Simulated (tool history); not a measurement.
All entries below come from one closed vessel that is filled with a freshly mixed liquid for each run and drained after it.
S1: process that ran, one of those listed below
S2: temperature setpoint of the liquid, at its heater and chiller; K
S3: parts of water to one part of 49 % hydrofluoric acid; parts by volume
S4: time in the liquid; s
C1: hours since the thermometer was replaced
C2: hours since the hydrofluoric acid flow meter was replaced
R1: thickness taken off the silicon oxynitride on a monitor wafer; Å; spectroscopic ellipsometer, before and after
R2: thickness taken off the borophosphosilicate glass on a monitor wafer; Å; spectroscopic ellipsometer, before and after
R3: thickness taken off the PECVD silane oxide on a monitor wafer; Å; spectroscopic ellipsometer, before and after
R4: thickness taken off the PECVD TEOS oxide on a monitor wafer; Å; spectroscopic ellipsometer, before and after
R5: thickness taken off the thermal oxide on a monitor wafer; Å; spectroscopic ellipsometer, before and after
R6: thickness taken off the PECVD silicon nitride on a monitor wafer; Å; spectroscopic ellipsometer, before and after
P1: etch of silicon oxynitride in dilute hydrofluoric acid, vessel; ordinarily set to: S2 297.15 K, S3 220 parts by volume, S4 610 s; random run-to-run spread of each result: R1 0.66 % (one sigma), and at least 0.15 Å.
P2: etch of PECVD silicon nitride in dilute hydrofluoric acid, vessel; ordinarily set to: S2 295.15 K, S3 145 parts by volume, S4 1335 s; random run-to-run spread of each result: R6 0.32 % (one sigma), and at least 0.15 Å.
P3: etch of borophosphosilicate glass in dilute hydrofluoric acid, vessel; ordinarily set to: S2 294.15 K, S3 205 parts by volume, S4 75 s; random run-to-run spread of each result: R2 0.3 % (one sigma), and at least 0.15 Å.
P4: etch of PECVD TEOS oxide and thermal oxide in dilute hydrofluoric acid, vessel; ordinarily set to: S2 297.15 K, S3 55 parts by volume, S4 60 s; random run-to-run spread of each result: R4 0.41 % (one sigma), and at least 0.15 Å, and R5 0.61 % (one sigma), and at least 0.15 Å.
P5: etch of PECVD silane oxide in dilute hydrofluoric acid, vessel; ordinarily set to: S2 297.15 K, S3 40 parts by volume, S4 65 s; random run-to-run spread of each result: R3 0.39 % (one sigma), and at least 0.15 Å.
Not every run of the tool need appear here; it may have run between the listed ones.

| run | hour | S1 | S2 | S3 | S4 | C1 | C2 | R1 | R2 | R3 | R4 | R5 | R6 |
|---|---|---|---|---|---|---|---|---|---|---|---|---|---|
| 1 | 8.6 | P1 | 297.15 | 220 | 610 | 276.5 | 330.3 | 45.939 |  |  |  |  |  |
| 2 | 15.5 | P3 | 294.15 | 285 | 75 | 283.4 | 337.2 |  | 92.611 |  |  |  |  |
| 3 | 30.5 | P5 | 302.15 | 40 | 65 | 298.4 | 352.2 |  |  | 405.46 |  |  |  |
| 4 | 39.2 | P4 | 297.15 | 30 | 60 | 307.1 | 360.9 |  |  |  | 621.46 | 101.64 |  |
| 5 | 49.3 | P4 | 297.15 | 55 | 30 | 317.2 | 371 |  |  |  | 162.97 | 26.77 |  |
| 6 | 56.9 | P2 | 295.15 | 80 | 1335 | 324.8 | 378.6 |  |  |  |  |  | 411.45 |
| 7 | 72.4 | P4 | 302.15 | 55 | 60 | 340.3 | 394.1 |  |  |  | 402.16 | 65.726 |  |
| 8 | 83.4 | P3 | 294.15 | 205 | 75 | 351.3 | 405.1 |  | 138.7 |  |  |  |  |
| 9 | 95 | P5 | 297.15 | 60 | 65 | 362.9 | 416.7 |  |  | 215.82 |  |  |  |
| 10 | 102.1 | P5 | 297.15 | 40 | 110 | 370 | 423.8 |  |  | 560.02 |  |  |  |
| 11 | 112.4 | P1 | 292.15 | 220 | 610 | 380.3 | 434.1 | 36.659 |  |  |  |  |  |
| 12 | 127.2 | P2 | 302.65 | 145 | 1335 | 395.1 | 448.9 |  |  |  |  |  | 371.57 |
| 13 | 140.8 | P1 | 297.15 | 220 | 30 | 408.7 | 462.5 | 1.9728 |  |  |  |  |  |
| 14 | 154.2 | P5 | 297.15 | 40 | 65 | 422.1 | 475.9 |  |  | 336.56 |  |  |  |
| 15 | 162.7 | P1 | 297.15 | 220 | 610 | 430.6 | 484.4 | 45.59 |  |  |  |  |  |
| 16 | 174.4 | P1 | 297.15 | 220 | 610 | 442.3 | 496.1 | 45.742 |  |  |  |  |  |
| 17 | 189.4 | P3 | 290.15 | 205 | 75 | 457.3 | 511.1 |  | 118.74 |  |  |  |  |
| 18 | 204.8 | P3 | 294.15 | 205 | 75 | 472.7 | 526.5 |  | 138.12 |  |  |  |  |
| 19 | 219.1 | P1 | 305.15 | 220 | 610 | 487 | 540.8 | 64.188 |  |  |  |  |  |
| 20 | 228.2 | P1 | 297.15 | 220 | 1055 | 496.1 | 549.9 | 78.593 |  |  |  |  |  |
| 21 | 241.5 | P1 | 297.15 | 95 | 610 | 509.4 | 563.2 | 116.51 |  |  |  |  |  |
| 22 | 249.1 | P1 | 290.15 | 355 | 610 | 517 | 570.8 | 19.51 |  |  |  |  |  |
| 23 | 262.5 | P2 | 295.15 | 145 | 1335 | 530.4 | 584.2 |  |  |  |  |  | 229.95 |
| 24 | 269.7 | P1 | 297.15 | 220 | 610 | 537.6 | 591.4 | 45.256 |  |  |  |  |  |
| 25 | 284.2 | P4 | 297.15 | 55 | 60 | 552.1 | 605.9 |  |  |  | 324.66 | 52.741 |  |
| 26 | 297.6 | P2 | 295.15 | 145 | 2670 | 565.5 | 619.3 |  |  |  |  |  | 462.5 |
| 27 | 307.8 | P1 | 297.15 | 220 | 610 | 575.7 | 629.5 | 45.291 |  |  |  |  |  |
| 28 | 321.7 | P5 | 297.15 | 40 | 65 | 589.6 | 643.4 |  |  | 333.2 |  |  |  |
| 29 | 333 | P2 | 295.15 | 145 | 1335 | 600.9 | 654.7 |  |  |  |  |  | 229.8 |
| 30 | 344.8 | P1 | 297.15 | 220 | 610 | 612.7 | 666.5 | 45.432 |  |  |  |  |  |
| 31 | 355.5 | P1 | 297.15 | 360 | 610 | 623.4 | 677.2 | 25.166 |  |  |  |  |  |
| 32 | 368.7 | P3 | 294.15 | 205 | 30 | 636.6 | 690.4 |  | 55.269 |  |  |  |  |
| 33 | 383.8 | P1 | 297.15 | 220 | 610 | 651.7 | 705.5 | 45.281 |  |  |  |  |  |
| 34 | 394.7 | P1 | 297.15 | 220 | 610 | 662.6 | 716.4 | 44.175 |  |  |  |  |  |
| 35 | 405.8 | P1 | 297.15 | 220 | 610 | 673.7 | 727.5 | 43.179 |  |  |  |  |  |
| 36 | 419.2 | P1 | 297.15 | 220 | 610 | 687.1 | 740.9 | 43.013 |  |  |  |  |  |
| 37 | 431.1 | P1 | 297.15 | 220 | 610 | 699 | 752.8 | 42.604 |  |  |  |  |  |
| 38 | 446.5 | P1 | 297.15 | 220 | 610 | 714.4 | 768.2 | 42.338 |  |  |  |  |  |
| 39 | 457.2 | P1 | 297.15 | 220 | 610 | 725.1 | 778.9 | 42.337 |  |  |  |  |  |

Compared with where it was, what P1 gives has crept away. Each cause listed below fits the log as well as the rest, at the size given for it:
A: hydrofluoric acid flow below the setpoint (%) = 6.29
B: liquid colder than its thermometer reads (K) = 1.71
At approximately hour 383.8, the process output began to creep.

Of the 4 check runs listed below, each run on one wafer and each result written as a question mark, which would let you distinguish the listed causes because they would give clearly different results?
| check 1 | 467.9 | P3 | 290.15 | 205 | 45 |  |  |  | ? |  |  |  |  |
| check 2 | 467.9 | P5 | 297.15 | 60 | 65 |  |  |  |  | ? |  |  |  |
| check 3 | 467.9 | P4 | 301.65 | 55 | 30 |  |  |  |  |  | ? | ? |  |
| check 4 | 467.9 | P2 | 302.65 | 145 | 2515 |  |  |  |  |  |  |  | ? |

Outcome of each check run for each possible cause:
| check | result | if A | if B |
|---|---|---|---|
| check 1 | R2 | 65.886 | 66.466 |
| check 2 | R3 | 201.77 | 201.76 |
| check 3 | R4 | 182.04 | 182.45 |
| check 3 | R5 | 29.829 | 29.897 |
| check 4 | R6 | 654.57 | 628.65 |
How far apart the two closest causes lie, in the result that separates them most: check 1 0.88 %; check 2 0 %; check 3 0.23 %; check 4 4.04 %
The causes can be told apart only by check 4. The other checks would give nearly the same results under each of them.

Here is what check 4 returned: R6 629.45 Å. Which cause is it?

The correct cause is B, namely: liquid colder than its thermometer reads (K).
